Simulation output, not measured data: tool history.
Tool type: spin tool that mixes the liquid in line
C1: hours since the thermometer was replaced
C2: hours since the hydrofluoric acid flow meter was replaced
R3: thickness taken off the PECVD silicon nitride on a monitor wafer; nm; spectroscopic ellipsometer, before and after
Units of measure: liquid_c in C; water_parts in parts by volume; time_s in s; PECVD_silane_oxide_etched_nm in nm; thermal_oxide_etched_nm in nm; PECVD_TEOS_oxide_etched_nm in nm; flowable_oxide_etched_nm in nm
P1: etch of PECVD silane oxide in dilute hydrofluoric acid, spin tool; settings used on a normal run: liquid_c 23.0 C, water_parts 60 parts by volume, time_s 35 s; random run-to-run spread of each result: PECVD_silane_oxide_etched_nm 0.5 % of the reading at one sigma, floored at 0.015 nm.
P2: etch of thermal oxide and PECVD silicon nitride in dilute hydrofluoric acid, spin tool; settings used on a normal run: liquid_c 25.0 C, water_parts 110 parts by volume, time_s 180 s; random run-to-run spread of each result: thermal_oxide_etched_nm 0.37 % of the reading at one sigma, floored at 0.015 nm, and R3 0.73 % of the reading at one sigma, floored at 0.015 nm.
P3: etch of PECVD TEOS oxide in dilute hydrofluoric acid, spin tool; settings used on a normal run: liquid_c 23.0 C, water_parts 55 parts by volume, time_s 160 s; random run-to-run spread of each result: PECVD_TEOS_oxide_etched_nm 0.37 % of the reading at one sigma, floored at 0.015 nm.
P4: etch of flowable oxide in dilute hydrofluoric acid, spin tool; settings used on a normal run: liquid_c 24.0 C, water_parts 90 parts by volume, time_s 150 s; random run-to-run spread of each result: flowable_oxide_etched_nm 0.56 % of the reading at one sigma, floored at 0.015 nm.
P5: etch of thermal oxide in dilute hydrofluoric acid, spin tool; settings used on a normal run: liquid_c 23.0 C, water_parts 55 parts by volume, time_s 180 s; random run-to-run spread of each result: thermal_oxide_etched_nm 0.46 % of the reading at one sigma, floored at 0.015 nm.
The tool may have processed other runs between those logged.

Run 1, hour 3.2: process P1, liquid_c 23.0 C, water_parts 60 parts by volume, time_s 35 s; C1 230.1; C2 93.3. Result: PECVD_silane_oxide_etched_nm 14.2350 nm.
Run 2, hour 9.4: process P2, liquid_c 25.0 C, water_parts 110 parts by volume, time_s 275 s; C1 236.3; C2 99.5. Result: thermal_oxide_etched_nm 12.6530 nm, R3 4.8953 nm.
Run 3, hour 15.1: process P1, liquid_c 23.0 C, water_parts 95 parts by volume, time_s 60 s; C1 242.0; C2 105.2. Result: PECVD_silane_oxide_etched_nm 14.9400 nm.
Run 4, hour 20.5: process P3, liquid_c 23.0 C, water_parts 90 parts by volume, time_s 160 s; C1 247.4; C2 110.6. Result: PECVD_TEOS_oxide_etched_nm 24.891 nm.
Run 5, hour 26.5: process P1, liquid_c 23.0 C, water_parts 60 parts by volume, time_s 35 s; C1 253.4; C2 116.6. Result: PECVD_silane_oxide_etched_nm 14.3860 nm.
Run 6, hour 31.6: process P4, liquid_c 24.0 C, water_parts 150 parts by volume, time_s 150 s; C1 258.5; C2 121.7. Result: flowable_oxide_etched_nm 31.4250 nm.
Run 7, hour 35.0: process P1, liquid_c 28.0 C, water_parts 60 parts by volume, time_s 15 s; C1 261.9; C2 125.1. Result: PECVD_silane_oxide_etched_nm 7.5529 nm.
At hour 36.3: thermometer replaced.
Run 8, hour 39.1: process P5, liquid_c 23.0 C, water_parts 55 parts by volume, time_s 180 s; C1 2.9; C2 129.2. Result: thermal_oxide_etched_nm 15.6060 nm.
Run 9, hour 44.3: process P2, liquid_c 29.0 C, water_parts 110 parts by volume, time_s 180 s; C1 8.1; C2 134.4. Result: thermal_oxide_etched_nm 9.7177 nm, R3 4.1790 nm.
Run 10, hour 50.0: process P3, liquid_c 23.0 C, water_parts 55 parts by volume, time_s 305 s; C1 13.8; C2 140.1. Result: PECVD_TEOS_oxide_etched_nm 81.518 nm.
Run 11, hour 55.2: process P1, liquid_c 23.0 C, water_parts 60 parts by volume, time_s 35 s; C1 19.0; C2 145.3. Result: PECVD_silane_oxide_etched_nm 14.3960 nm.
Run 12, hour 58.8: process P4, liquid_c 32.0 C, water_parts 90 parts by volume, time_s 150 s; C1 22.6; C2 148.9. Result: flowable_oxide_etched_nm 76.2700 nm.
Run 13, hour 63.1: process P1, liquid_c 23.0 C, water_parts 60 parts by volume, time_s 35 s; C1 26.9; C2 153.2. Result: PECVD_silane_oxide_etched_nm 14.2870 nm.
Run 14, hour 66.2: process P1, liquid_c 23.0 C, water_parts 85 parts by volume, time_s 35 s; C1 30.0; C2 156.3. Result: PECVD_silane_oxide_etched_nm 9.7901 nm.
Run 15, hour 70.1: process P4, liquid_c 24.0 C, water_parts 90 parts by volume, time_s 150 s; C1 33.9; C2 160.2. Result: flowable_oxide_etched_nm 55.9680 nm.
Run 16, hour 72.9: process P3, liquid_c 23.0 C, water_parts 55 parts by volume, time_s 160 s; C1 36.7; C2 163.0. Result: PECVD_TEOS_oxide_etched_nm 43.017 nm.
Run 17, hour 77.0: process P5, liquid_c 23.0 C, water_parts 20 parts by volume, time_s 180 s; C1 40.8; C2 167.1. Result: thermal_oxide_etched_nm 44.6670 nm.
Run 18, hour 81.3: process P4, liquid_c 24.0 C, water_parts 90 parts by volume, time_s 15 s; C1 45.1; C2 171.4. Result: flowable_oxide_etched_nm 5.6012 nm.
Run 19, hour 84.6: process P3, liquid_c 17.0 C, water_parts 55 parts by volume, time_s 160 s; C1 48.4; C2 174.7. Result: PECVD_TEOS_oxide_etched_nm 33.221 nm.
Run 20, hour 89.1: process P5, liquid_c 29.0 C, water_parts 55 parts by volume, time_s 180 s; C1 52.9; C2 179.2. Result: thermal_oxide_etched_nm 19.7800 nm.
Run 21, hour 92.1: process P1, liquid_c 23.0 C, water_parts 60 parts by volume, time_s 15 s; C1 55.9; C2 182.2. Result: PECVD_silane_oxide_etched_nm 6.1975 nm.
Run 22, hour 95.6: process P1, liquid_c 23.0 C, water_parts 60 parts by volume, time_s 65 s; C1 59.4; C2 185.7. Result: PECVD_silane_oxide_etched_nm 26.8210 nm.
Run 23, hour 99.5: process P1, liquid_c 23.0 C, water_parts 25 parts by volume, time_s 35 s; C1 63.3; C2 189.6. Result: PECVD_silane_oxide_etched_nm 36.1560 nm.
Run 24, hour 104.4: process P1, liquid_c 30.0 C, water_parts 60 parts by volume, time_s 35 s; C1 68.2; C2 194.5. Result: PECVD_silane_oxide_etched_nm 18.9840 nm.
At hour 105.6: hydrofluoric acid flow meter replaced.
Run 25, hour 107.5: process P1, liquid_c 18.0 C, water_parts 60 parts by volume, time_s 35 s; C1 71.3; C2 1.9. Result: PECVD_silane_oxide_etched_nm 11.7080 nm.
Run 26, hour 112.5: process P1, liquid_c 19.5 C, water_parts 90 parts by volume, time_s 35 s; C1 76.3; C2 6.9. Result: PECVD_silane_oxide_etched_nm 7.9590 nm.
Run 27, hour 116.4: process P5, liquid_c 23.0 C, water_parts 55 parts by volume, time_s 180 s; C1 80.2; C2 10.8. Result: thermal_oxide_etched_nm 15.5000 nm.
Run 28, hour 119.6: process P2, liquid_c 25.0 C, water_parts 110 parts by volume, time_s 180 s; C1 83.4; C2 14.0. Result: thermal_oxide_etched_nm 8.2369 nm, R3 3.2245 nm.
Run 29, hour 123.4: process P1, liquid_c 23.0 C, water_parts 60 parts by volume, time_s 35 s; C1 87.2; C2 17.8. Result: PECVD_silane_oxide_etched_nm 14.3510 nm.
Run 30, hour 128.1: process P5, liquid_c 23.0 C, water_parts 55 parts by volume, time_s 355 s; C1 91.9; C2 22.5. Result: thermal_oxide_etched_nm 30.7790 nm.
Run 31, hour 131.1: process P2, liquid_c 25.0 C, water_parts 50 parts by volume, time_s 180 s; C1 94.9; C2 25.5. Result: thermal_oxide_etched_nm 19.6180 nm, R3 6.9746 nm.
Run 32, hour 134.9: process P1, liquid_c 23.0 C, water_parts 60 parts by volume, time_s 35 s; C1 98.7; C2 29.3. Result: PECVD_silane_oxide_etched_nm 14.3620 nm.
Run 33, hour 140.1: process P1, liquid_c 23.0 C, water_parts 60 parts by volume, time_s 35 s; C1 103.9; C2 34.5. Result: PECVD_silane_oxide_etched_nm 13.8550 nm.
Run 34, hour 143.6: process P1, liquid_c 23.0 C, water_parts 60 parts by volume, time_s 35 s; C1 107.4; C2 38.0. Result: PECVD_silane_oxide_etched_nm 13.5830 nm.
Run 35, hour 149.0: process P1, liquid_c 23.0 C, water_parts 60 parts by volume, time_s 35 s; C1 112.8; C2 43.4. Result: PECVD_silane_oxide_etched_nm 13.5950 nm.
Run 36, hour 155.1: process P1, liquid_c 23.0 C, water_parts 60 parts by volume, time_s 35 s; C1 118.9; C2 49.5. Result: PECVD_silane_oxide_etched_nm 13.3720 nm.
Run 37, hour 159.7: process P1, liquid_c 23.0 C, water_parts 60 parts by volume, time_s 35 s; C1 123.5; C2 54.1. Result: PECVD_silane_oxide_etched_nm 13.2630 nm.
Run 38, hour 165.0: process P1, liquid_c 23.0 C, water_parts 60 parts by volume, time_s 35 s; C1 128.8; C2 59.4. Result: PECVD_silane_oxide_etched_nm 13.2980 nm.
Run 39, hour 169.2: process P1, liquid_c 23.0 C, water_parts 60 parts by volume, time_s 35 s; C1 133.0; C2 63.6. Result: PECVD_silane_oxide_etched_nm 13.2230 nm.

P1 no longer gives what it gave before; its output has crept away from where it was. The following 2 causes, each at its listed size, fit the log equally well:
A: hydrofluoric acid flow below the setpoint (%) = 7.2
B: liquid colder than its thermometer reads (K) = 1.95
The drift started at roughly hour 134.9.

Which of the check runs below tells the causes apart, meaning the causes would give it clearly different results? Each run uses 2 wafers whose results are averaged, and each result is shown as a question mark.
Run check 1, hour 173.4: process P5, liquid_c 23.0 C, water_parts 55 parts by volume, time_s 180 s. Result: thermal_oxide_etched_nm ?.
Run check 2, hour 173.4: process P3, liquid_c 23.0 C, water_parts 55 parts by volume, time_s 160 s. Result: PECVD_TEOS_oxide_etched_nm ?.
Run check 3, hour 173.4: process P4, liquid_c 24.0 C, water_parts 90 parts by volume, time_s 150 s. Result: flowable_oxide_etched_nm ?.
Run check 4, hour 173.4: process P2, liquid_c 25.0 C, water_parts 110 parts by volume, time_s 180 s. Result: thermal_oxide_etched_nm ?, R3 ?.

Predicted outcomes, by check and by cause:
  check                      result     if A     if B
check 1     thermal_oxide_etched_nm  14.3670  14.3530
check 2  PECVD_TEOS_oxide_etched_nm   39.562   39.523
check 3    flowable_oxide_etched_nm  51.4880  51.7380
check 4     thermal_oxide_etched_nm   7.5948   7.6597
check 4                          R3   2.9864   2.8298
Per check, the gap between the least separated pair of causes, taken in the result that splits them most: check 1 0.1 %; check 2 0.1 %; check 3 0.49 %; check 4 5.39 %
The causes can be told apart only by check 4. The other checks would give nearly the same results under each of them.

Here is what check 4 returned: thermal_oxide_etched_nm 7.6488 nm; R3 2.8329 nm. Which cause is it?

It was cause B: liquid colder than its thermometer reads (K).
